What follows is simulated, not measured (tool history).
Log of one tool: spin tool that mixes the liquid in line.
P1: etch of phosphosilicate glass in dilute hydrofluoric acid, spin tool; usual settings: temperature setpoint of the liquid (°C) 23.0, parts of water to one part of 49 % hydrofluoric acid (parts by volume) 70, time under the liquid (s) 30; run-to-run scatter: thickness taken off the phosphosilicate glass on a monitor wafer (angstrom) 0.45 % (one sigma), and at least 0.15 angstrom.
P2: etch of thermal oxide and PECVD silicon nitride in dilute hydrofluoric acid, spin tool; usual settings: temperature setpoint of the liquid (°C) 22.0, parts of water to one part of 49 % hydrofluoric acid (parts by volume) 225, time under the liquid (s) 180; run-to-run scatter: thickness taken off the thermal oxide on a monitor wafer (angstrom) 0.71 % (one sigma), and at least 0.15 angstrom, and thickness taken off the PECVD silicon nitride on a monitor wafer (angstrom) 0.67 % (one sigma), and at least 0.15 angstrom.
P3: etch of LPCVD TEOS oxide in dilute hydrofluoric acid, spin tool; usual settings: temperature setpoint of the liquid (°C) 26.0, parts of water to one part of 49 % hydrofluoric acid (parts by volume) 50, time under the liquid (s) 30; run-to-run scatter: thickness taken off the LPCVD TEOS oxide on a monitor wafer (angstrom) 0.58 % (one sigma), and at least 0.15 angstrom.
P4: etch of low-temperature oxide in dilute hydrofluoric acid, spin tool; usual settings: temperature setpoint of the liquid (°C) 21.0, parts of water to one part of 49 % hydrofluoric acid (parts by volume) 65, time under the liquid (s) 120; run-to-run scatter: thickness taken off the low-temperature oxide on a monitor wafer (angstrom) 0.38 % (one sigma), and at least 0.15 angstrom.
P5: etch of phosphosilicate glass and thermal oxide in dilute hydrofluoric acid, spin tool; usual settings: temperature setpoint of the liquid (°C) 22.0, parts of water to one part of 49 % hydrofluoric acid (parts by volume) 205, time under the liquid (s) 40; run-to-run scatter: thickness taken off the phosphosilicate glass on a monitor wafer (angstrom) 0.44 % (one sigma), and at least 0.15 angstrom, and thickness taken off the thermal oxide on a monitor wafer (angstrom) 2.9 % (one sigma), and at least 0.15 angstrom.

run,hour,process that ran,temperature setpoint of the liquid (°C),parts of water to one part of 49 % hydrofluoric acid (parts by volume),time under the liquid (s),hours since the thermometer was replaced,hours since the hydrofluoric acid flow meter was replaced,thickness taken off the phosphosilicate glass on a monitor wafer (angstrom),thickness taken off the low-temperature oxide on a monitor wafer (angstrom),thickness taken off the LPCVD TEOS oxide on a monitor wafer (angstrom),thickness taken off the thermal oxide on a monitor wafer (angstrom),thickness taken off the PECVD silicon nitride on a monitor wafer (angstrom)
1,6.5,P1,23.0,70,30,224.0,352.1,836.63,,,,
2,11.1,P4,21.0,65,120,228.6,356.7,,177.780,,,
3,15.0,P3,26.0,50,45,232.5,360.6,,,520.40,,
4,21.0,P5,22.0,205,70,238.5,366.6,204.50,,,12.9570,
5,28.6,P1,23.0,70,30,246.1,374.2,833.25,,,,
6,33.1,P2,22.0,225,180,250.6,378.7,,,,31.4590,30.108
7,37.6,P4,21.0,65,120,255.1,383.2,,177.670,,,
# hour 39.5: thermometer replaced
8,44.4,P1,23.0,70,30,5.0,390.0,841.34,,,,
9,52.4,P5,22.0,205,40,13.0,398.0,115.90,,,7.1979,
10,57.0,P1,17.5,70,15,17.6,402.6,331.01,,,,
11,61.8,P5,27.5,205,40,22.4,407.4,141.62,,,8.9886,
12,67.1,P3,26.0,50,30,27.7,412.7,,,346.12,,
13,73.7,P2,22.0,225,350,34.3,419.3,,,,60.1430,58.667
14,81.2,P1,23.0,70,30,41.8,426.8,836.13,,,,
15,86.6,P1,23.0,95,30,47.2,432.2,600.94,,,,
16,92.2,P3,20.5,50,30,52.8,437.8,,,275.12,,
17,97.1,P3,26.0,50,30,57.7,442.7,,,346.88,,
18,104.6,P4,21.0,100,120,65.2,450.2,,110.350,,,
19,111.5,P1,23.0,70,30,72.1,457.1,837.99,,,,
20,116.4,P1,23.0,70,55,77.0,462.0,1520.20,,,,
21,120.8,P1,23.0,70,30,81.4,466.4,835.06,,,,
22,125.2,P5,22.0,55,40,85.8,470.8,514.29,,,33.1400,
23,132.0,P2,30.5,225,180,92.6,477.6,,,,41.9880,51.044
24,136.1,P4,26.0,65,120,96.7,481.7,,217.800,,,
25,140.0,P1,17.0,70,30,100.6,485.6,647.62,,,,
26,145.4,P3,26.0,80,30,106.0,491.0,,,206.77,,
27,150.5,P1,23.0,70,30,111.1,496.1,846.00,,,,
28,156.4,P4,21.0,65,30,117.0,502.0,,43.861,,,
29,164.1,P1,28.5,70,30,124.7,509.7,1038.30,,,,
30,171.5,P1,23.0,35,30,132.1,517.1,1735.60,,,,
31,176.2,P2,22.0,130,180,136.8,521.8,,,,59.6310,52.605
32,182.4,P2,22.0,225,180,143.0,528.0,,,,30.8970,30.471
33,186.7,P1,23.0,70,15,147.3,532.3,420.14,,,,
34,193.1,P1,23.0,70,30,153.7,538.7,839.64,,,,
35,197.0,P1,23.0,70,30,157.6,542.6,848.51,,,,
36,202.7,P1,23.0,70,30,163.3,548.3,864.53,,,,
37,207.8,P1,23.0,70,30,168.4,553.4,869.64,,,,
38,214.2,P1,23.0,70,30,174.8,559.8,882.07,,,,
39,218.4,P1,23.0,70,30,179.0,564.0,887.79,,,,
40,224.1,P1,23.0,70,30,184.7,569.7,893.28,,,,
41,231.2,P1,23.0,70,30,191.8,576.8,887.30,,,,
42,237.2,P1,23.0,70,30,197.8,582.8,902.73,,,,
43,245.2,P1,23.0,70,30,205.8,590.8,902.24,,,,
44,251.1,P1,23.0,70,30,211.7,596.7,894.24,,,,

What P1 gives has crept away from where it was. These 2 causes fit the log equally well, each at the size given:
A: liquid hotter than its thermometer reads (K) = 1.71
B: hydrofluoric acid flow above the setpoint (%) = 6.6
The creep began at about hour 193.1.

4 check runs are offered, each on 2 wafers whose results are averaged, their results left as question marks. Which one tells the causes apart?
check 1,257.0,P3,21.0,50,30,,,,,?,,
check 2,257.0,P2,28.5,225,335,,,,,,?,?
check 3,257.0,P5,22.0,75,40,,,?,,,?,
check 4,257.0,P4,25.0,90,120,,,,?,,,

What each check would give under each cause:
check,result,if A,if B
check 1,thickness taken off the LPCVD TEOS oxide on a monitor wafer (angstrom),302.51,301.37
check 2,thickness taken off the thermal oxide on a monitor wafer (angstrom),77.6690,79.3700
check 2,thickness taken off the PECVD silicon nitride on a monitor wafer (angstrom),94.153,90.731
check 3,thickness taken off the phosphosilicate glass on a monitor wafer (angstrom),396.47,396.40
check 3,thickness taken off the thermal oxide on a monitor wafer (angstrom),25.3000,25.2960
check 4,thickness taken off the low-temperature oxide on a monitor wafer (angstrom),156.070,156.680
How far apart the two closest causes lie, in the result that separates them most: check 1 0.37 %; check 2 3.7 %; check 3 0.02 %; check 4 0.39 %
Check 2 tells the causes apart: in the others they would give nearly the same result.

Check 2 was then run and gave: thickness taken off the thermal oxide on a monitor wafer (angstrom) 79.6680; thickness taken off the PECVD silicon nitride on a monitor wafer (angstrom) 91.206. Which cause is it?

It is B: hydrofluoric acid flow above the setpoint (%).
